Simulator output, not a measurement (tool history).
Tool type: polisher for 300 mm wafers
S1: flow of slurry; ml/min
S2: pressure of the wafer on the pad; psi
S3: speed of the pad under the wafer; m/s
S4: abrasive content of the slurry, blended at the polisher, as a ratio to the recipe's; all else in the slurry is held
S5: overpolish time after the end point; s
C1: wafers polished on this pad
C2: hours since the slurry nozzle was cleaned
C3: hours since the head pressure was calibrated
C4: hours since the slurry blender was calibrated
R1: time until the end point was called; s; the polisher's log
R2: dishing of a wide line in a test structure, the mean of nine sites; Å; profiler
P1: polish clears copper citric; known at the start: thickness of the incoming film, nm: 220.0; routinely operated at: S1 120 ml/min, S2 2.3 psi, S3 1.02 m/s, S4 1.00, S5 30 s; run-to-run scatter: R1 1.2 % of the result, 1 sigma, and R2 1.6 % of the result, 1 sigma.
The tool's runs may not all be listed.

run   hour   S1   S2    S3    S4  S5    C1     C2     C3     C4       R1      R2
  1   14.4  120  2.3  1.02  1.00  30  1082  403.8  221.0  266.6  121.040  382.77
  2   27.5  120  2.3  1.02  1.00  51  1203  416.9  234.1  279.7  117.700  609.59
  3   42.1  170  2.3  1.02  1.40  30  1337  431.5  248.7  294.3  103.810  434.96
  4   57.8  160  2.3  1.02  1.00  30  1481  447.2  264.4  310.0  111.480  408.72
  5   71.8  120  2.3  1.02  1.00  30  1609  461.2  278.4  324.0  119.280  385.28
  6   81.7  120  3.4  1.02  1.00  30  1700  471.1  288.3  333.9   82.163  547.58
  7   97.8  120  2.3  1.02  1.00  30  1848  487.2  304.4  350.0  120.130  389.90
  8  113.5  120  2.3  1.02  0.50  30  1992  502.9  320.1  365.7  139.590  346.74
  9  126.6  120  2.3  1.02  1.00  30  2112  516.0  333.2  378.8  120.140  389.17
 10  137.6  120  2.3  1.46  1.00  30  2213  527.0  344.2  389.8   83.360  518.09
 11  148.2  120  2.3  1.02  1.00  30  2310  537.6  354.8  400.4  118.820  392.13
 12  158.9  120  1.5  1.02  1.00  30  2409  548.3  365.5  411.1  179.180  260.43
 13  171.3   70  3.2  1.02  1.00  30  2522  560.7  377.9  423.5  101.910  437.93
 14  180.0  120  2.3  1.02  1.00   9  2602  569.4  386.6  432.2  120.050  125.27
 15  188.8   70  2.3  1.02  1.00  30  2683  578.2  395.4  441.0  136.160  344.11

Run 16 comes next. What will it give?
 16  199.5  120  2.3  1.02  1.25  30  2781  588.9  406.1  451.7   ?   ?

{"run 16": {"R1": 115.18, "R2": 404.73}}

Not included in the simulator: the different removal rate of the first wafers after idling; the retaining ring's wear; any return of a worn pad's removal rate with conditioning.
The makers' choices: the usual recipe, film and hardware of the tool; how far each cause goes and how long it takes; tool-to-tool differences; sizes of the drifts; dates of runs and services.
